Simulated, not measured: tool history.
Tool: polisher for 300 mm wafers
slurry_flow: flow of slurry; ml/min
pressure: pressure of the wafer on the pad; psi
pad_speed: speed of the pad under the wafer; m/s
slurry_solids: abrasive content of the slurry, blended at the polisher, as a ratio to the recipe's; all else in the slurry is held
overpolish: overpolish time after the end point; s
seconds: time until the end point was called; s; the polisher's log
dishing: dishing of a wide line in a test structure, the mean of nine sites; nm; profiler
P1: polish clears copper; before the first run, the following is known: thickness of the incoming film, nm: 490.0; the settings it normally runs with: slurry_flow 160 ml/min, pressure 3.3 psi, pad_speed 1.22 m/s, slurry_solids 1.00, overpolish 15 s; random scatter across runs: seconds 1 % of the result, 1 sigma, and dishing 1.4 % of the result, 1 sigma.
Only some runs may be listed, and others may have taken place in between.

{"run": 1, "hour": 6.6, "slurry_flow": 160, "pressure": 3.3, "pad_speed": 1.22, "slurry_solids": 1.0, "overpolish": 15, "seconds": 106.18, "dishing": 45.385}
{"run": 2, "hour": 15.8, "slurry_flow": 160, "pressure": 5.3, "pad_speed": 1.22, "slurry_solids": 1.0, "overpolish": 15, "seconds": 65.619, "dishing": 64.714}
{"run": 3, "hour": 23.7, "slurry_flow": 95, "pressure": 3.3, "pad_speed": 1.22, "slurry_solids": 1.0, "overpolish": 15, "seconds": 117.7, "dishing": 40.229}
{"run": 4, "hour": 32.1, "slurry_flow": 160, "pressure": 3.3, "pad_speed": 0.56, "slurry_solids": 1.0, "overpolish": 15, "seconds": 233.0, "dishing": 23.708}
{"run": 5, "hour": 37.7, "slurry_flow": 160, "pressure": 3.3, "pad_speed": 1.22, "slurry_solids": 1.35, "overpolish": 15, "seconds": 99.963, "dishing": 47.725}
{"run": 6, "hour": 43.8, "slurry_flow": 160, "pressure": 3.3, "pad_speed": 1.22, "slurry_solids": 1.0, "overpolish": 15, "seconds": 106.07, "dishing": 44.678}
{"run": 7, "hour": 53.5, "slurry_flow": 160, "pressure": 3.3, "pad_speed": 1.22, "slurry_solids": 1.0, "overpolish": 4, "seconds": 105.98, "dishing": 14.573}
{"run": 8, "hour": 60.8, "slurry_flow": 215, "pressure": 3.3, "pad_speed": 1.22, "slurry_solids": 1.0, "overpolish": 15, "seconds": 101.13, "dishing": 47.035}
{"run": 9, "hour": 69.9, "slurry_flow": 160, "pressure": 3.3, "pad_speed": 1.74, "slurry_solids": 1.0, "overpolish": 15, "seconds": 73.715, "dishing": 57.492}
{"run": 10, "hour": 74.7, "slurry_flow": 160, "pressure": 1.6, "pad_speed": 1.22, "slurry_solids": 1.0, "overpolish": 15, "seconds": 218.37, "dishing": 24.485}
{"run": 11, "hour": 79.7, "slurry_flow": 160, "pressure": 3.3, "pad_speed": 1.22, "slurry_solids": 1.0, "overpolish": 15, "seconds": 106.59, "dishing": 44.805}
{"run": 12, "hour": 88.5, "slurry_flow": 160, "pressure": 3.3, "pad_speed": 1.22, "slurry_solids": 1.0, "overpolish": 28, "seconds": 105.39, "dishing": 68.625}
{"run": 13, "hour": 95.1, "slurry_flow": 160, "pressure": 3.3, "pad_speed": 1.22, "slurry_solids": 1.0, "overpolish": 15, "seconds": 104.98, "dishing": 44.864}
{"run": 14, "hour": 100.7, "slurry_flow": 160, "pressure": 3.3, "pad_speed": 1.22, "slurry_solids": 1.0, "overpolish": 15, "seconds": 106.76, "dishing": 45.397}
{"run": 15, "hour": 106.7, "slurry_flow": 160, "pressure": 3.3, "pad_speed": 1.22, "slurry_solids": 1.0, "overpolish": 15, "seconds": 105.53, "dishing": 45.137}
{"run": 16, "hour": 115.3, "slurry_flow": 210, "pressure": 3.3, "pad_speed": 1.74, "slurry_solids": 1.0, "overpolish": 15, "seconds": 72.419, "dishing": 59.676}
{"hour": 117.8, "done": "slurry blender recalibrated"}
{"run": 17, "hour": 124.6, "slurry_flow": 160, "pressure": 3.3, "pad_speed": 1.22, "slurry_solids": 0.6, "overpolish": 15, "seconds": 116.44, "dishing": 41.317}
{"run": 18, "hour": 134.1, "slurry_flow": 160, "pressure": 3.3, "pad_speed": 1.22, "slurry_solids": 1.0, "overpolish": 15, "seconds": 106.28, "dishing": 45.138}
{"run": 19, "hour": 142.5, "slurry_flow": 160, "pressure": 3.3, "pad_speed": 1.22, "slurry_solids": 1.0, "overpolish": 15, "seconds": 108.4, "dishing": 43.308}
{"run": 20, "hour": 152.0, "slurry_flow": 160, "pressure": 3.3, "pad_speed": 1.22, "slurry_solids": 1.0, "overpolish": 15, "seconds": 112.85, "dishing": 43.843}
{"run": 21, "hour": 160.4, "slurry_flow": 160, "pressure": 3.3, "pad_speed": 1.22, "slurry_solids": 1.0, "overpolish": 15, "seconds": 113.9, "dishing": 42.924}
{"run": 22, "hour": 165.4, "slurry_flow": 160, "pressure": 3.3, "pad_speed": 1.22, "slurry_solids": 1.0, "overpolish": 15, "seconds": 113.68, "dishing": 42.247}
{"hour": 167.1, "done": "head pressure recalibrated"}
{"run": 23, "hour": 176.1, "slurry_flow": 160, "pressure": 3.3, "pad_speed": 1.22, "slurry_solids": 1.0, "overpolish": 15, "seconds": 114.88, "dishing": 41.996}
{"run": 24, "hour": 183.2, "slurry_flow": 160, "pressure": 3.3, "pad_speed": 1.22, "slurry_solids": 1.0, "overpolish": 15, "seconds": 116.96, "dishing": 41.369}
{"run": 25, "hour": 191.6, "slurry_flow": 160, "pressure": 3.3, "pad_speed": 1.22, "slurry_solids": 1.0, "overpolish": 15, "seconds": 118.75, "dishing": 40.68}
{"run": 26, "hour": 198.5, "slurry_flow": 160, "pressure": 3.3, "pad_speed": 1.22, "slurry_solids": 1.0, "overpolish": 15, "seconds": 116.61, "dishing": 41.476}
{"hour": 202.3, "done": "slurry blender recalibrated"}
{"run": 27, "hour": 208.2, "slurry_flow": 160, "pressure": 3.3, "pad_speed": 1.22, "slurry_solids": 1.0, "overpolish": 15, "seconds": 117.96, "dishing": 41.135}
{"run": 28, "hour": 216.6, "slurry_flow": 160, "pressure": 3.3, "pad_speed": 1.22, "slurry_solids": 1.0, "overpolish": 15, "seconds": 116.55, "dishing": 42.168}
{"run": 29, "hour": 225.8, "slurry_flow": 160, "pressure": 3.3, "pad_speed": 1.22, "slurry_solids": 1.0, "overpolish": 15, "seconds": 117.0, "dishing": 42.115}

What P1 gives has crept away from where it was. These 2 causes fit the log equally well, each at the size given:
A: slurry flow missing at the pad, % = 38.3
B: removal rate lost through wear of the pad, % = 9.36
The gradual shift began around hour 134.1.
The rest of the possible causes, and what rules out each one:
head's pressure below its setpoint, %: serviced at hour 167.1, after the change had begun; the process did not return to its earlier output
abrasive missing from the slurry, %: serviced at hour 202.3, after the change had begun; the process did not return to its earlier output

You are offered 4 check runs, listed below with question marks in place of their results; each one averages 3 wafers. Which run separates the listed causes by giving clearly different results for each?
{"run": "check 1", "hour": 235.0, "slurry_flow": 100, "pressure": 3.3, "pad_speed": 1.22, "slurry_solids": 1.35, "overpolish": 15, "seconds": "?", "dishing": "?"}
{"run": "check 2", "hour": 235.0, "slurry_flow": 160, "pressure": 1.7, "pad_speed": 1.22, "slurry_solids": 1.0, "overpolish": 15, "seconds": "?", "dishing": "?"}
{"run": "check 3", "hour": 235.0, "slurry_flow": 160, "pressure": 3.3, "pad_speed": 0.64, "slurry_solids": 1.0, "overpolish": 4, "seconds": "?", "dishing": "?"}
{"run": "check 4", "hour": 235.0, "slurry_flow": 160, "pressure": 4.3, "pad_speed": 0.94, "slurry_solids": 1.0, "overpolish": 15, "seconds": "?", "dishing": "?"}

What every check run would give for each of its results, assuming each possible cause in turn:
check=check_1 result=seconds if_A=126.940 if_B=120.700
check=check_1 result=dishing if_A=39.1540 if_B=40.7620
check=check_2 result=seconds if_A=227.470 if_B=227.440
check=check_2 result=dishing if_A=23.2620 if_B=23.2640
check=check_3 result=seconds if_A=223.370 if_B=223.350
check=check_3 result=dishing if_A=7.0532 if_B=7.0539
check=check_4 result=seconds if_A=116.720 if_B=116.700
check=check_4 result=dishing if_A=42.4140 if_B=42.4180
Minimum pairwise separation of causes per check, each pair taken at its best-separating result: check 1 5.04 %; check 2 0.01 %; check 3 0.01 %; check 4 0.01 %
Check 1 distinguishes between the causes, while the remaining checks would return nearly the same result for all of them.

Running check 1 produced the following: seconds 121.290 s; dishing 40.3130 nm. Which one of the listed causes fits?

It is B: removal rate lost through wear of the pad, %.
